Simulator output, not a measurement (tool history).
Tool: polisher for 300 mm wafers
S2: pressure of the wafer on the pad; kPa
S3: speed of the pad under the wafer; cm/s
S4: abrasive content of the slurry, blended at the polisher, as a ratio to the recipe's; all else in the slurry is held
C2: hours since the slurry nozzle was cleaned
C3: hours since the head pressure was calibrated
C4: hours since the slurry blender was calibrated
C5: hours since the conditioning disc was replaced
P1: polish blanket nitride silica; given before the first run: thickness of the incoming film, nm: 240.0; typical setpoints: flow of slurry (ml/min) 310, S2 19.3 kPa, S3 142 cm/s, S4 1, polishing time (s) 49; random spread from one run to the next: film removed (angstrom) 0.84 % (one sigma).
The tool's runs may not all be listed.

Run 1, hour 4.9: flow of slurry (ml/min) 310, S2 19.3 kPa, S3 142 cm/s, S4 1, polishing time (s) 49; wafers polished on this pad 182; C2 177.1; C3 131.9; C4 72.6; C5 70. Result: film removed (angstrom) 305.56.
Run 2, hour 10.5: flow of slurry (ml/min) 310, S2 19.3 kPa, S3 142 cm/s, S4 1.5, polishing time (s) 49; wafers polished on this pad 232; C2 182.7; C3 137.5; C4 78.2; C5 75.6. Result: film removed (angstrom) 353.6.
Run 3, hour 20: flow of slurry (ml/min) 310, S2 19.3 kPa, S3 142 cm/s, S4 1, polishing time (s) 49; wafers polished on this pad 316; C2 192.2; C3 147; C4 87.7; C5 85.1. Result: film removed (angstrom) 297.05.
Run 4, hour 26.1: flow of slurry (ml/min) 420, S2 19.3 kPa, S3 142 cm/s, S4 1.35, polishing time (s) 49; wafers polished on this pad 371; C2 198.3; C3 153.1; C4 93.8; C5 91.2. Result: film removed (angstrom) 347.88.
Run 5, hour 32.6: flow of slurry (ml/min) 310, S2 19.3 kPa, S3 212 cm/s, S4 1, polishing time (s) 49; wafers polished on this pad 429; C2 204.8; C3 159.6; C4 100.3; C5 97.7. Result: film removed (angstrom) 417.38.
Run 6, hour 42: flow of slurry (ml/min) 185, S2 19.3 kPa, S3 142 cm/s, S4 1, polishing time (s) 49; wafers polished on this pad 513; C2 214.2; C3 169; C4 109.7; C5 107.1. Result: film removed (angstrom) 285.56.
Run 7, hour 50.6: flow of slurry (ml/min) 310, S2 19.3 kPa, S3 142 cm/s, S4 1, polishing time (s) 75; wafers polished on this pad 589; C2 222.8; C3 177.6; C4 118.3; C5 115.7. Result: film removed (angstrom) 457.71.
Run 8, hour 56.6: flow of slurry (ml/min) 310, S2 19.3 kPa, S3 142 cm/s, S4 1, polishing time (s) 49; wafers polished on this pad 643; C2 228.8; C3 183.6; C4 124.3; C5 121.7. Result: film removed (angstrom) 297.97.
Run 9, hour 63.7: flow of slurry (ml/min) 310, S2 19.3 kPa, S3 142 cm/s, S4 1, polishing time (s) 49; wafers polished on this pad 706; C2 235.9; C3 190.7; C4 131.4; C5 128.8. Result: film removed (angstrom) 301.22.
Run 10, hour 68.1: flow of slurry (ml/min) 310, S2 19.3 kPa, S3 90 cm/s, S4 1, polishing time (s) 49; wafers polished on this pad 746; C2 240.3; C3 195.1; C4 135.8; C5 133.2. Result: film removed (angstrom) 206.17.
Run 11, hour 77.4: flow of slurry (ml/min) 415, S2 19.3 kPa, S3 142 cm/s, S4 1, polishing time (s) 49; wafers polished on this pad 829; C2 249.6; C3 204.4; C4 145.1; C5 142.5. Result: film removed (angstrom) 305.23.
Run 12, hour 84.4: flow of slurry (ml/min) 310, S2 9 kPa, S3 142 cm/s, S4 1, polishing time (s) 49; wafers polished on this pad 891; C2 256.6; C3 211.4; C4 152.1; C5 149.5. Result: film removed (angstrom) 138.09.
Run 13, hour 90.7: flow of slurry (ml/min) 310, S2 29 kPa, S3 142 cm/s, S4 1, polishing time (s) 49; wafers polished on this pad 947; C2 262.9; C3 217.7; C4 158.4; C5 155.8. Result: film removed (angstrom) 443.37.
Run 14, hour 96.7: flow of slurry (ml/min) 310, S2 19.3 kPa, S3 142 cm/s, S4 1, polishing time (s) 49; wafers polished on this pad 1001; C2 268.9; C3 223.7; C4 164.4; C5 161.8. Result: film removed (angstrom) 302.51.
Run 15, hour 104.3: flow of slurry (ml/min) 310, S2 19.3 kPa, S3 142 cm/s, S4 1, polishing time (s) 22; wafers polished on this pad 1069; C2 276.5; C3 231.3; C4 172; C5 169.4. Result: film removed (angstrom) 135.93.
Run 16, hour 110.8: flow of slurry (ml/min) 310, S2 19.3 kPa, S3 142 cm/s, S4 0.6, polishing time (s) 49; wafers polished on this pad 1127; C2 283; C3 237.8; C4 178.5; C5 175.9. Result: film removed (angstrom) 229.6.
Run 17, hour 117.3: flow of slurry (ml/min) 310, S2 19.3 kPa, S3 142 cm/s, S4 1, polishing time (s) 49; wafers polished on this pad 1185; C2 289.5; C3 244.3; C4 185; C5 182.4. Result: film removed (angstrom) 301.81.
Run 18, hour 122.6: flow of slurry (ml/min) 310, S2 19.3 kPa, S3 142 cm/s, S4 1, polishing time (s) 49; wafers polished on this pad 1232; C2 294.8; C3 249.6; C4 190.3; C5 187.7. Result: film removed (angstrom) 302.13.
Run 19, hour 131.5: flow of slurry (ml/min) 310, S2 19.3 kPa, S3 142 cm/s, S4 1, polishing time (s) 49; wafers polished on this pad 1311; C2 303.7; C3 258.5; C4 199.2; C5 196.6. Result: film removed (angstrom) 283.24.
Run 20, hour 137.3: flow of slurry (ml/min) 310, S2 19.3 kPa, S3 142 cm/s, S4 1, polishing time (s) 49; wafers polished on this pad 1363; C2 309.5; C3 264.3; C4 205; C5 202.4. Result: film removed (angstrom) 278.55.
Run 21, hour 142.6: flow of slurry (ml/min) 310, S2 19.3 kPa, S3 142 cm/s, S4 1, polishing time (s) 49; wafers polished on this pad 1410; C2 314.8; C3 269.6; C4 210.3; C5 207.7. Result: film removed (angstrom) 276.43.
At hour 145.5: head pressure recalibrated.
Run 22, hour 151.6: flow of slurry (ml/min) 310, S2 19.3 kPa, S3 142 cm/s, S4 1, polishing time (s) 49; wafers polished on this pad 1491; C2 323.8; C3 6.2; C4 219.3; C5 216.7. Result: film removed (angstrom) 270.02.
At hour 152.9: conditioning disc replaced and pad reconditioned.
Run 23, hour 159.8: flow of slurry (ml/min) 310, S2 19.3 kPa, S3 142 cm/s, S4 1, polishing time (s) 49; wafers polished on this pad 1564; C2 332; C3 14.4; C4 227.5; C5 7. Result: film removed (angstrom) 262.55.

Expected results for the next run?
Run 24, hour 168.4: flow of slurry (ml/min) 310, S2 19.3 kPa, S3 142 cm/s, S4 1, polishing time (s) 49; wafers polished on this pad 1640; C2 340.6; C3 23; C4 236.1; C5 15.6. Result: film removed (angstrom) ?.

{"run 24": {"film removed (angstrom)": 264.02}}
